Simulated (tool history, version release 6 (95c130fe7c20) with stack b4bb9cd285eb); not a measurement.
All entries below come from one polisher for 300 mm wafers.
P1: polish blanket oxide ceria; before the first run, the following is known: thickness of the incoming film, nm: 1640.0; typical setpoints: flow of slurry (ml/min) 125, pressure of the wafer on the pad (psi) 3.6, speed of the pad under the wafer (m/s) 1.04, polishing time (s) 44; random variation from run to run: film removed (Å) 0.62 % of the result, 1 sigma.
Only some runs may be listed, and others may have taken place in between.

run   hour  flow of slurry (ml/min)  pressure of the wafer on the pad (psi)  speed of the pad under the wafer (m/s)  polishing time (s)  wafers polished on this pad  hours since the slurry nozzle was cleaned  hours since the head pressure was calibrated  film removed (Å)
  1    6.2                      125                                     3.6                                    1.04                  44                          581                                       42.8                                         107.0           1946.70
  2   12.3                      125                                     3.6                                    1.04                  44                          678                                       48.9                                         113.1           1954.20
  3   17.7                      125                                     3.6                                    1.04                  44                          764                                       54.3                                         118.5           1938.50
  4   26.1                      125                                     3.6                                    1.04                  44                          898                                       62.7                                         126.9           1957.00
  5   32.4                      125                                     5.4                                    1.04                  44                          999                                       69.0                                         133.2           2889.60
  6   40.8                      125                                     3.6                                    1.04                  67                         1133                                       77.4                                         141.6           2920.50
  7   48.3                       75                                     3.6                                    1.04                  60                         1253                                       84.9                                         149.1           2329.20
  8   55.6                      125                                     3.6                                    1.04                  32                         1370                                       92.2                                         156.4           1419.40
  9   62.4                      170                                     3.6                                    1.04                  58                         1478                                       99.0                                         163.2           2703.30
 10   69.8                      125                                     3.6                                    1.04                  44                         1596                                      106.4                                         170.6           1976.50
 11   74.3                      125                                     3.6                                    0.68                  44                         1668                                      110.9                                         175.1           1278.60
 12   82.1                      175                                     3.6                                    1.04                  44                         1793                                      118.7                                         182.9           2077.00
 13   86.7                      125                                     3.6                                    1.60                  44                         1866                                      123.3                                         187.5           2998.80
 14   93.4                      125                                     3.6                                    1.04                  44                         1973                                      130.0                                         194.2           1943.80
 15  101.1                      125                                     1.6                                    1.04                  44                         2096                                      137.7                                         201.9            874.89
 16  109.7                       75                                     3.6                                    1.04                  44                         2233                                      146.3                                         210.5           1705.90
 17  117.9                      125                                     3.6                                    1.04                  44                         2364                                      154.5                                         218.7           1975.90
 18  125.9                      125                                     3.6                                    1.04                  44                         2492                                      162.5                                         226.7           1877.50
 19  130.3                      125                                     3.6                                    1.04                  44                         2562                                      166.9                                         231.1           1855.90
 20  136.2                      125                                     3.6                                    1.04                  44                         2657                                      172.8                                         237.0           1854.70
 21  141.5                      125                                     3.6                                    1.04                  44                         2741                                      178.1                                         242.3           1835.00
     147.1  -- head pressure recalibrated
 22  149.1                      125                                     3.6                                    1.04                  44                         2863                                      185.7                                           2.0           1835.40
 23  157.5                      125                                     3.6                                    1.04                  44                         2997                                      194.1                                          10.4           1816.80
 24  164.6                      125                                     3.6                                    1.04                  44                         3110                                      201.2                                          17.5           1797.60
 25  171.7                      125                                     3.6                                    1.04                  44                         3224                                      208.3                                          24.6           1802.20

What P1 gives has crept off from where it sat before. The 2 causes that follow fit the log equally well, each at the size noted:
A: removal rate lost through wear of the pad, % = 7.54
B: slurry flow missing at the pad, % = 28.1
At approximately hour 117.9, the process output began to creep.
Every other cause this tool's parts could produce, and why it does not fit the log:
head's pressure below its setpoint, %: maintenance at hour 147.1, after the shift began, did not return the process to its former output

Which of the check runs below tells the causes apart, meaning the causes would give it clearly different results? Each run uses 2 wafers whose results are averaged, and each result is shown as a question mark.
check 1  178.8                       80                                     3.6                                    1.04                  44                                                                                                                                       ?
check 2  178.8                      125                                     4.9                                    1.04                  65                                                                                                                                       ?
check 3  178.8                      125                                     2.3                                    1.40                  44                                                                                                                                       ?
check 4  178.8                      125                                     2.5                                    0.70                  44                                                                                                                                       ?

What every check run would give for each of its results, assuming each possible cause in turn:
  check            result     if A     if B
check 1  film removed (Å)  1610.60  1552.90
check 2  film removed (Å)  3621.30  3621.80
check 3  film removed (Å)  1548.90  1549.20
check 4  film removed (Å)   841.82   841.93
Gap, in per cent, between the two causes that each check separates least, read from the result that separates them most: check 1 3.65 %; check 2 0.01 %; check 3 0.01 %; check 4 0.01 %
Only check 1 tells the causes apart: in the others they would give nearly the same result.

Then check 1 was run and gave: film removed (Å) 1551.10. Which cause is it?

B is the cause: slurry flow missing at the pad, %.
